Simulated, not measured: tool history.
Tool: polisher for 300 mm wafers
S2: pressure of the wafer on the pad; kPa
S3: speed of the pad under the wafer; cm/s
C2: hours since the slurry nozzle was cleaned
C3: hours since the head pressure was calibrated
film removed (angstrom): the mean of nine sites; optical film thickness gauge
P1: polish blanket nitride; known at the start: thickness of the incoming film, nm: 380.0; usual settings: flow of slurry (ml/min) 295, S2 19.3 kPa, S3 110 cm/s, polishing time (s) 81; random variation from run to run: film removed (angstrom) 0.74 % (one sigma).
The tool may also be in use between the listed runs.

{"run": 1, "hour": 10.0, "flow of slurry (ml/min)": 295, "S2": 19.3, "S3": 110, "polishing time (s)": 81, "wafers polished on this pad": 439, "C2": 274.7, "C3": 212.5, "film removed (angstrom)": 1064.2}
{"run": 2, "hour": 18.8, "flow of slurry (ml/min)": 295, "S2": 19.3, "S3": 138, "polishing time (s)": 81, "wafers polished on this pad": 493, "C2": 283.5, "C3": 221.3, "film removed (angstrom)": 1283.1}
{"run": 3, "hour": 26.0, "flow of slurry (ml/min)": 295, "S2": 19.3, "S3": 110, "polishing time (s)": 81, "wafers polished on this pad": 537, "C2": 290.7, "C3": 228.5, "film removed (angstrom)": 1079.1}
{"run": 4, "hour": 35.9, "flow of slurry (ml/min)": 295, "S2": 19.3, "S3": 110, "polishing time (s)": 81, "wafers polished on this pad": 597, "C2": 300.6, "C3": 238.4, "film removed (angstrom)": 1074.7}
{"run": 5, "hour": 43.9, "flow of slurry (ml/min)": 380, "S2": 19.3, "S3": 110, "polishing time (s)": 81, "wafers polished on this pad": 646, "C2": 308.6, "C3": 246.4, "film removed (angstrom)": 1095}
{"run": 6, "hour": 51.2, "flow of slurry (ml/min)": 295, "S2": 11, "S3": 110, "polishing time (s)": 81, "wafers polished on this pad": 691, "C2": 315.9, "C3": 253.7, "film removed (angstrom)": 602.35}
{"run": 7, "hour": 57.1, "flow of slurry (ml/min)": 295, "S2": 19.3, "S3": 110, "polishing time (s)": 81, "wafers polished on this pad": 727, "C2": 321.8, "C3": 259.6, "film removed (angstrom)": 1053.1}
{"run": 8, "hour": 66.7, "flow of slurry (ml/min)": 175, "S2": 19.3, "S3": 110, "polishing time (s)": 81, "wafers polished on this pad": 786, "C2": 331.4, "C3": 269.2, "film removed (angstrom)": 1006.7}
{"run": 9, "hour": 75.0, "flow of slurry (ml/min)": 295, "S2": 19.3, "S3": 110, "polishing time (s)": 81, "wafers polished on this pad": 836, "C2": 339.7, "C3": 277.5, "film removed (angstrom)": 1059.3}
{"run": 10, "hour": 80.4, "flow of slurry (ml/min)": 295, "S2": 19.3, "S3": 50, "polishing time (s)": 40, "wafers polished on this pad": 870, "C2": 345.1, "C3": 282.9, "film removed (angstrom)": 281.67}
{"run": 11, "hour": 90.5, "flow of slurry (ml/min)": 295, "S2": 19.3, "S3": 110, "polishing time (s)": 81, "wafers polished on this pad": 931, "C2": 355.2, "C3": 293, "film removed (angstrom)": 1060.2}
{"run": 12, "hour": 98.9, "flow of slurry (ml/min)": 295, "S2": 29, "S3": 110, "polishing time (s)": 81, "wafers polished on this pad": 983, "C2": 363.6, "C3": 301.4, "film removed (angstrom)": 1606.3}
{"run": 13, "hour": 107.4, "flow of slurry (ml/min)": 295, "S2": 19.3, "S3": 110, "polishing time (s)": 41, "wafers polished on this pad": 1035, "C2": 372.1, "C3": 309.9, "film removed (angstrom)": 542.45}
{"run": 14, "hour": 113.3, "flow of slurry (ml/min)": 295, "S2": 19.3, "S3": 60, "polishing time (s)": 53, "wafers polished on this pad": 1071, "C2": 378, "C3": 315.8, "film removed (angstrom)": 429.36}
{"run": 15, "hour": 118.4, "flow of slurry (ml/min)": 185, "S2": 19.3, "S3": 110, "polishing time (s)": 63, "wafers polished on this pad": 1102, "C2": 383.1, "C3": 320.9, "film removed (angstrom)": 786.8}
{"hour": 122.4, "done": "slurry nozzle cleaned"}
{"run": 16, "hour": 123.0, "flow of slurry (ml/min)": 295, "S2": 19.3, "S3": 110, "polishing time (s)": 118, "wafers polished on this pad": 1130, "C2": 0.7, "C3": 325.5, "film removed (angstrom)": 1543.1}
{"run": 17, "hour": 130.8, "flow of slurry (ml/min)": 295, "S2": 19.3, "S3": 58, "polishing time (s)": 81, "wafers polished on this pad": 1178, "C2": 8.5, "C3": 333.3, "film removed (angstrom)": 641.94}
{"run": 18, "hour": 136.1, "flow of slurry (ml/min)": 295, "S2": 19.3, "S3": 110, "polishing time (s)": 81, "wafers polished on this pad": 1210, "C2": 13.8, "C3": 338.6, "film removed (angstrom)": 1066.6}
{"run": 19, "hour": 141.5, "flow of slurry (ml/min)": 295, "S2": 19.3, "S3": 110, "polishing time (s)": 81, "wafers polished on this pad": 1243, "C2": 19.2, "C3": 344, "film removed (angstrom)": 1036.8}
{"run": 20, "hour": 148.9, "flow of slurry (ml/min)": 295, "S2": 19.3, "S3": 110, "polishing time (s)": 81, "wafers polished on this pad": 1289, "C2": 26.6, "C3": 351.4, "film removed (angstrom)": 1042}
{"run": 21, "hour": 155.8, "flow of slurry (ml/min)": 295, "S2": 19.3, "S3": 110, "polishing time (s)": 81, "wafers polished on this pad": 1331, "C2": 33.5, "C3": 358.3, "film removed (angstrom)": 1029.7}
{"run": 22, "hour": 165.5, "flow of slurry (ml/min)": 295, "S2": 19.3, "S3": 110, "polishing time (s)": 81, "wafers polished on this pad": 1390, "C2": 43.2, "C3": 368, "film removed (angstrom)": 1000.7}
{"run": 23, "hour": 172.2, "flow of slurry (ml/min)": 295, "S2": 19.3, "S3": 110, "polishing time (s)": 81, "wafers polished on this pad": 1431, "C2": 49.9, "C3": 374.7, "film removed (angstrom)": 1006}
{"hour": 172.9, "done": "head pressure recalibrated"}
{"run": 24, "hour": 182.4, "flow of slurry (ml/min)": 295, "S2": 19.3, "S3": 110, "polishing time (s)": 81, "wafers polished on this pad": 1493, "C2": 60.1, "C3": 9.6, "film removed (angstrom)": 1013.5}
{"run": 25, "hour": 192.0, "flow of slurry (ml/min)": 295, "S2": 19.3, "S3": 110, "polishing time (s)": 81, "wafers polished on this pad": 1552, "C2": 69.7, "C3": 19.2, "film removed (angstrom)": 1017.5}
{"run": 26, "hour": 198.6, "flow of slurry (ml/min)": 295, "S2": 19.3, "S3": 110, "polishing time (s)": 81, "wafers polished on this pad": 1592, "C2": 76.3, "C3": 25.8, "film removed (angstrom)": 1012.5}

What P1 gives has crept away from where it was. These 2 causes fit the log equally well, each at the size given:
A: slurry flow missing at the pad, % = 38.4
B: removal rate lost through wear of the pad, % = 5.49
The creep began at about hour 136.1.
Why every other cause is out:
head's pressure below its setpoint, %: serviced at hour 172.9, which brought nothing back

4 check runs are offered, each on 3 wafers whose results are averaged, their results left as question marks. Which one tells the causes apart?
{"run": "check 1", "hour": 205.2, "flow of slurry (ml/min)": 175, "S2": 19.3, "S3": 110, "polishing time (s)": 81, "film removed (angstrom)": "?"}
{"run": "check 2", "hour": 205.2, "flow of slurry (ml/min)": 295, "S2": 19.3, "S3": 68, "polishing time (s)": 81, "film removed (angstrom)": "?"}
{"run": "check 3", "hour": 205.2, "flow of slurry (ml/min)": 295, "S2": 24.1, "S3": 110, "polishing time (s)": 81, "film removed (angstrom)": "?"}
{"run": "check 4", "hour": 205.2, "flow of slurry (ml/min)": 295, "S2": 23.4, "S3": 110, "polishing time (s)": 81, "film removed (angstrom)": "?"}

What each check would give under each cause:
check=check_1 result=film_removed_(angstrom) if_A=914.55 if_B=947.24
check=check_2 result=film_removed_(angstrom) if_A=685.94 if_B=685.85
check=check_3 result=film_removed_(angstrom) if_A=1259.8 if_B=1259.6
check=check_4 result=film_removed_(angstrom) if_A=1223.8 if_B=1223.7
How far apart the two closest causes lie, in the result that separates them most: check 1 3.51 %; check 2 0.01 %; check 3 0.01 %; check 4 0.01 %
Only check 1 tells the causes apart: in the others they would give nearly the same result.

Check 1 was then run and gave: film removed (angstrom) 947.04. Which cause is it?

It is B: removal rate lost through wear of the pad, %.

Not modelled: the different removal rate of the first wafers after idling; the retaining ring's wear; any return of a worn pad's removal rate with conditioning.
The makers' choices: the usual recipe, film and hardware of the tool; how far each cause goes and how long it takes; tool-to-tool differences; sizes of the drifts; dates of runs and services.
